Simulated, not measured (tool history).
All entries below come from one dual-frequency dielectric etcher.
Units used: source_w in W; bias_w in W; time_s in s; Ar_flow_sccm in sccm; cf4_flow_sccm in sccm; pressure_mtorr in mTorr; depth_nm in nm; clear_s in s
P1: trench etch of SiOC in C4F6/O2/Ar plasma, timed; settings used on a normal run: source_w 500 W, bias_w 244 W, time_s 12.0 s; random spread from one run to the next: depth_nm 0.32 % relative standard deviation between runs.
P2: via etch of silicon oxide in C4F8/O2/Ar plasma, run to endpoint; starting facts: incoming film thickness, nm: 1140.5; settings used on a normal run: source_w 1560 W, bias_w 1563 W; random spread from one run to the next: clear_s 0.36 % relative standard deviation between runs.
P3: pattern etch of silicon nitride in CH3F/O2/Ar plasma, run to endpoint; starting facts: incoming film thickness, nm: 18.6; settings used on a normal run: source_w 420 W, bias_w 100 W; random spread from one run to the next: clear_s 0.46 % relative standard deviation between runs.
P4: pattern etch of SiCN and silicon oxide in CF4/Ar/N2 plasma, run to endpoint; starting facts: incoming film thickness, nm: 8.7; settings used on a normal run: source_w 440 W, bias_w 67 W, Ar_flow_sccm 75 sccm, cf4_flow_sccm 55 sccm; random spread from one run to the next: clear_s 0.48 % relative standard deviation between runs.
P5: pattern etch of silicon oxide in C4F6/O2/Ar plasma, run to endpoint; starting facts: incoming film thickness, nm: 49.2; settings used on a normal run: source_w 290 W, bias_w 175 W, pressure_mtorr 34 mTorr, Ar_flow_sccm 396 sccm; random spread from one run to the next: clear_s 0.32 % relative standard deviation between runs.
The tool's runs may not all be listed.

run     day  process  source_w  bias_w  time_s  Ar_flow_sccm  cf4_flow_sccm  pressure_mtorr  depth_nm  clear_s
  1   0.379       P1       500     244    12.0                                                 28.364
  2   0.738       P2      1060    1563                                                                 307.090
  3   1.417       P4       440      67                    75             70                             10.315
  4   1.917       P1       500     244    12.0                                                 28.445
  5   2.608       P4       440      67                    75             55                             10.830
  6   3.112       P1       400     203    12.0                                                 24.633
  7   3.508       P4       280      67                    75             55                             16.076
  8   3.846       P3       420     100                                                                  22.957
  9   4.417       P1       500     244    12.0                                                 28.343
 10   5.008       P1       500     244    12.0                                                 28.330
 11   5.650       P1       500     244    15.5                                                 36.623
 12   6.200       P3       260     100                                                                  27.495
 13   6.829       P1       500     162    12.0                                                 24.896
 14   7.362       P1       660     328    12.0                                                 35.001
 15   7.854       P5       290     141                   396                             34             19.977
 16   8.204       P5       290     175                   396                             34             18.637
 17   8.546       P4       440      67                    89             55                             11.081
 18   8.958       P5       290     175                   295                             34             18.001
 19   9.450       P2      1560    1042                                                                 293.620
 20  10.025       P1       500     244    12.0                                                 28.502

What does the tool deliver on the next run?
 21  10.592       P2      1560    1563                                                                       ?

clear_s: 263.780 s

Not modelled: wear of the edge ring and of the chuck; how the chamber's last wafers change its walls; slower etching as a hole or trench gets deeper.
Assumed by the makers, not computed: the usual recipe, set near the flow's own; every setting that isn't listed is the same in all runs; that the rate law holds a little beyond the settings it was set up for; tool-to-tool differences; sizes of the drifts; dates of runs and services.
